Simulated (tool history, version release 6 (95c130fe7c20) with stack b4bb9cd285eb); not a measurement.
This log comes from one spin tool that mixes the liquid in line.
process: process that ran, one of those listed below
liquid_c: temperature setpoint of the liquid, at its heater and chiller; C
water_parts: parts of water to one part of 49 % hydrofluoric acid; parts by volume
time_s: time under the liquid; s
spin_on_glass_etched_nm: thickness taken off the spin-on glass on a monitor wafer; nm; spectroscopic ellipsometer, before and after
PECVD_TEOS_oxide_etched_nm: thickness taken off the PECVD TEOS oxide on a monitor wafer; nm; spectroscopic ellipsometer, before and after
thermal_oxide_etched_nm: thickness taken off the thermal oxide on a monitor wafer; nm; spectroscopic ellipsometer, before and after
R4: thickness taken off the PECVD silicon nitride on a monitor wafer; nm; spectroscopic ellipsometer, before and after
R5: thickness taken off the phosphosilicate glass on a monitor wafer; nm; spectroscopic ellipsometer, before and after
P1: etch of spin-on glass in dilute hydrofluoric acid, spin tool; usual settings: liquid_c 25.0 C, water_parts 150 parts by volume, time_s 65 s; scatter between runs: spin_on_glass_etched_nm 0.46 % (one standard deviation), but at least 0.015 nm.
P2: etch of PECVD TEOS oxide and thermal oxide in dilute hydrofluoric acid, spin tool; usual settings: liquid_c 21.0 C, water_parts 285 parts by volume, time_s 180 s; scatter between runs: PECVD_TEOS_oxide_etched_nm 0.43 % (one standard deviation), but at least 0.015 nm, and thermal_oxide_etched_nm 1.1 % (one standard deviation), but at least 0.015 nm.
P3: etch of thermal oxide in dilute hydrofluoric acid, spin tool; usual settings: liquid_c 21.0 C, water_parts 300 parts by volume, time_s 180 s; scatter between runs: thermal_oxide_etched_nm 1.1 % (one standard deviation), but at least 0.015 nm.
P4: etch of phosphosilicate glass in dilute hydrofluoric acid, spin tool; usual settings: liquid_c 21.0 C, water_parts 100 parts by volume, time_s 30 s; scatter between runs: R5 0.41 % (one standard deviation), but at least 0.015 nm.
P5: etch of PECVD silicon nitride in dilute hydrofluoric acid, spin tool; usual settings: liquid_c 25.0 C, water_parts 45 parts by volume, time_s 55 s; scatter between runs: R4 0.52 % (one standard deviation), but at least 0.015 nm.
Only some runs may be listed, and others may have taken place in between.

run 1 day=0.638 | process=P1 liquid_c=25.0 water_parts=150 time_s=65 | spin_on_glass_etched_nm=16.3150
run 2 day=1.404 | process=P2 liquid_c=21.0 water_parts=285 time_s=300 | PECVD_TEOS_oxide_etched_nm=13.5920 thermal_oxide_etched_nm=3.8221
run 3 day=1.929 | process=P1 liquid_c=29.5 water_parts=150 time_s=35 | spin_on_glass_etched_nm=10.2680
run 4 day=2.592 | process=P5 liquid_c=25.0 water_parts=45 time_s=15 | R4=1.6673
run 5 day=3.362 | process=P2 liquid_c=21.0 water_parts=285 time_s=180 | PECVD_TEOS_oxide_etched_nm=8.1849 thermal_oxide_etched_nm=2.2589
run 6 day=4.129 | process=P5 liquid_c=25.0 water_parts=45 time_s=55 | R4=6.0455
run 7 day=4.796 | process=P5 liquid_c=25.0 water_parts=45 time_s=55 | R4=6.0210
run 8 day=5.267 | process=P1 liquid_c=31.0 water_parts=150 time_s=65 | spin_on_glass_etched_nm=20.1050
run 9 day=5.704 | process=P1 liquid_c=25.0 water_parts=150 time_s=65 | spin_on_glass_etched_nm=16.1110
run 10 day=6.204 | process=P1 liquid_c=29.0 water_parts=230 time_s=65 | spin_on_glass_etched_nm=11.1420
run 11 day=6.846 | process=P3 liquid_c=21.0 water_parts=450 time_s=180 | thermal_oxide_etched_nm=1.2247
run 12 day=7.404 | process=P5 liquid_c=32.0 water_parts=45 time_s=55 | R4=9.5574
run 13 day=7.775 | process=P2 liquid_c=21.0 water_parts=285 time_s=180 | PECVD_TEOS_oxide_etched_nm=8.1555 thermal_oxide_etched_nm=2.3580
run 14 day=8.450 | process=P3 liquid_c=21.0 water_parts=300 time_s=180 | thermal_oxide_etched_nm=2.1406
run 15 day=8.854 | process=P4 liquid_c=17.0 water_parts=100 time_s=30 | R5=46.090
run 16 day=9.400 | process=P4 liquid_c=21.0 water_parts=100 time_s=30 | R5=53.974
run 17 day=10.038 | process=P1 liquid_c=25.0 water_parts=150 time_s=65 | spin_on_glass_etched_nm=16.3110
run 18 day=10.542 | process=P2 liquid_c=21.0 water_parts=515 time_s=180 | PECVD_TEOS_oxide_etched_nm=3.7493 thermal_oxide_etched_nm=1.0476
run 19 day=10.888 | process=P4 liquid_c=21.0 water_parts=155 time_s=30 | R5=32.788
run 20 day=11.271 | process=P4 liquid_c=21.0 water_parts=100 time_s=15 | R5=26.853
run 21 day=11.967 | process=P1 liquid_c=25.0 water_parts=65 time_s=65 | spin_on_glass_etched_nm=41.6560
run 22 day=12.746 | process=P1 liquid_c=28.5 water_parts=150 time_s=110 | spin_on_glass_etched_nm=31.2820
run 23 day=13.483 | process=P5 liquid_c=25.0 water_parts=65 time_s=55 | R4=4.1858
run 24 day=14.104 | process=P1 liquid_c=25.0 water_parts=230 time_s=65 | spin_on_glass_etched_nm=9.6490
run 25 day=14.788 | process=P1 liquid_c=25.0 water_parts=150 time_s=65 | spin_on_glass_etched_nm=16.0210
run 26 day=15.267 | process=P1 liquid_c=25.0 water_parts=150 time_s=15 | spin_on_glass_etched_nm=3.7229
run 27 day=15.667 | process=P1 liquid_c=25.0 water_parts=150 time_s=105 | spin_on_glass_etched_nm=26.2830
run 28 day=16.042 | process=P3 liquid_c=21.0 water_parts=300 time_s=180 | thermal_oxide_etched_nm=2.1658
run 29 day=16.675 | process=P1 liquid_c=20.0 water_parts=150 time_s=65 | spin_on_glass_etched_nm=13.3680
run 30 day=17.150 | process=P1 liquid_c=25.0 water_parts=150 time_s=65 | spin_on_glass_etched_nm=16.2410
run 31 day=17.808 | process=P2 liquid_c=17.0 water_parts=285 time_s=180 | PECVD_TEOS_oxide_etched_nm=7.0316 thermal_oxide_etched_nm=1.9883
run 32 day=18.325 | process=P3 liquid_c=29.0 water_parts=300 time_s=180 | thermal_oxide_etched_nm=2.7209
run 33 day=18.892 | process=P3 liquid_c=21.0 water_parts=300 time_s=330 | thermal_oxide_etched_nm=3.8229
run 34 day=19.421 | process=P1 liquid_c=25.0 water_parts=150 time_s=65 | spin_on_glass_etched_nm=16.1650
run 35 day=19.767 | process=P1 liquid_c=25.0 water_parts=150 time_s=65 | spin_on_glass_etched_nm=15.8540
run 36 day=20.404 | process=P1 liquid_c=25.0 water_parts=150 time_s=65 | spin_on_glass_etched_nm=15.5070
run 37 day=20.792 | process=P1 liquid_c=25.0 water_parts=150 time_s=65 | spin_on_glass_etched_nm=15.3070
run 38 day=21.517 | process=P1 liquid_c=25.0 water_parts=150 time_s=65 | spin_on_glass_etched_nm=15.1490
run 39 day=21.983 | process=P1 liquid_c=25.0 water_parts=150 time_s=65 | spin_on_glass_etched_nm=14.8470
run 40 day=22.700 | process=P1 liquid_c=25.0 water_parts=150 time_s=65 | spin_on_glass_etched_nm=14.9740
run 41 day=23.325 | process=P1 liquid_c=25.0 water_parts=150 time_s=65 | spin_on_glass_etched_nm=14.8540
run 42 day=23.929 | process=P1 liquid_c=25.0 water_parts=150 time_s=65 | spin_on_glass_etched_nm=14.6820
run 43 day=24.429 | process=P1 liquid_c=25.0 water_parts=150 time_s=65 | spin_on_glass_etched_nm=14.8250

Something has made what P1 gives creep away from where it was; the 2 causes below, each at its own stated size, fit the log equally well:
A: hydrofluoric acid flow below the setpoint (%) = 7.4
B: liquid colder than its thermometer reads (K) = 2.38
The drift started at roughly day 19.421.

Of the 4 check runs listed below, each run on one wafer and each result written as a question mark, which would let you distinguish the listed causes because they would give clearly different results?
run check 1 day=24.929 | process=P3 liquid_c=26.5 water_parts=300 time_s=320 | thermal_oxide_etched_nm=?
run check 2 day=24.929 | process=P5 liquid_c=25.0 water_parts=65 time_s=25 | R4=?
run check 3 day=24.929 | process=P2 liquid_c=17.0 water_parts=285 time_s=255 | PECVD_TEOS_oxide_etched_nm=? thermal_oxide_etched_nm=?
run check 4 day=24.929 | process=P4 liquid_c=17.0 water_parts=150 time_s=30 | R5=?

If the cause were each of the candidates in turn, the checks would give the following:
check=check_1 result=thermal_oxide_etched_nm if_A=4.1151 if_B=4.1976
check=check_2 result=R4 if_A=1.7788 if_B=1.6357
check=check_3 result=PECVD_TEOS_oxide_etched_nm if_A=9.0199 if_B=9.0547
check=check_3 result=thermal_oxide_etched_nm if_A=2.5711 if_B=2.5810
check=check_4 result=R5 if_A=26.536 if_B=26.264
Per-check spread between the two closest causes, in the result where they differ most: check 1 1.98 %; check 2 8.39 %; check 3 0.39 %; check 4 1.03 %
Check 2 tells the causes apart: in the others they would give nearly the same result.

Check 2 was then run and gave: R4 1.7575 nm. Which cause is it?

It is A: hydrofluoric acid flow below the setpoint (%).
